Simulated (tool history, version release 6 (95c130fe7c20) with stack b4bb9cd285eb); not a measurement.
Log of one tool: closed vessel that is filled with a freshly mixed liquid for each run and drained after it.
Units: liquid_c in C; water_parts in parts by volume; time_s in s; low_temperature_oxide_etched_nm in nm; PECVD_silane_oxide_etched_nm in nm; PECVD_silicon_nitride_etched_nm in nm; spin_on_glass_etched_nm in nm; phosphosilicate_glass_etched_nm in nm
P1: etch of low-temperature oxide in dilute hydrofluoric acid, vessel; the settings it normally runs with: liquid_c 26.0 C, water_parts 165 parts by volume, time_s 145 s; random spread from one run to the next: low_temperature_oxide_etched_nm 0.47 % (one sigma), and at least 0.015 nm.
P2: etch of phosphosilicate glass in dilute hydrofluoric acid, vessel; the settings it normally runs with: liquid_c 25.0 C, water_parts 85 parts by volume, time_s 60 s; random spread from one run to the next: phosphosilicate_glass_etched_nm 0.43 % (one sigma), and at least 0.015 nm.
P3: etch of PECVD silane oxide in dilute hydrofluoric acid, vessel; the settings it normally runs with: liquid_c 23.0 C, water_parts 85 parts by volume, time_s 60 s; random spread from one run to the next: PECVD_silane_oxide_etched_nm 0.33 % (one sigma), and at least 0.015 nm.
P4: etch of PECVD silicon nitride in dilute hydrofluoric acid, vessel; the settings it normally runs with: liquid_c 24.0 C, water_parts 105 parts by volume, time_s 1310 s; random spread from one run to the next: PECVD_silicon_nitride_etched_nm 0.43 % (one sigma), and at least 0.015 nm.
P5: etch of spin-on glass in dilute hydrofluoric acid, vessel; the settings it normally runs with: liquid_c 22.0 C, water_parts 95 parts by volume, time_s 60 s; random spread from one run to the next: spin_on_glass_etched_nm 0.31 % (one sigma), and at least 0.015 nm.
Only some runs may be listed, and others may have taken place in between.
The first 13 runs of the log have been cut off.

run	day	process	liquid_c	water_parts	time_s	low_temperature_oxide_etched_nm	PECVD_silane_oxide_etched_nm	PECVD_silicon_nitride_etched_nm	spin_on_glass_etched_nm	phosphosilicate_glass_etched_nm
14	8.400	P1	26.0	165	145	16.3320				
15	9.196	P5	22.0	20	60				148.950	
16	9.658	P1	26.0	165	145	16.6020				
17	10.175	P1	26.0	165	30	3.3789				
18	10.888	P1	26.0	165	145	16.5090				
19	11.471	P1	26.0	105	145	27.7350				
20	11.879	P3	23.0	85	60		33.892			
21	12.404	P4	24.0	105	2345			86.896		

What will run 22 give?
22	13.171	P4	24.0	105	1310			?		

{"run 22": {"PECVD_silicon_nitride_etched_nm": 48.731}}
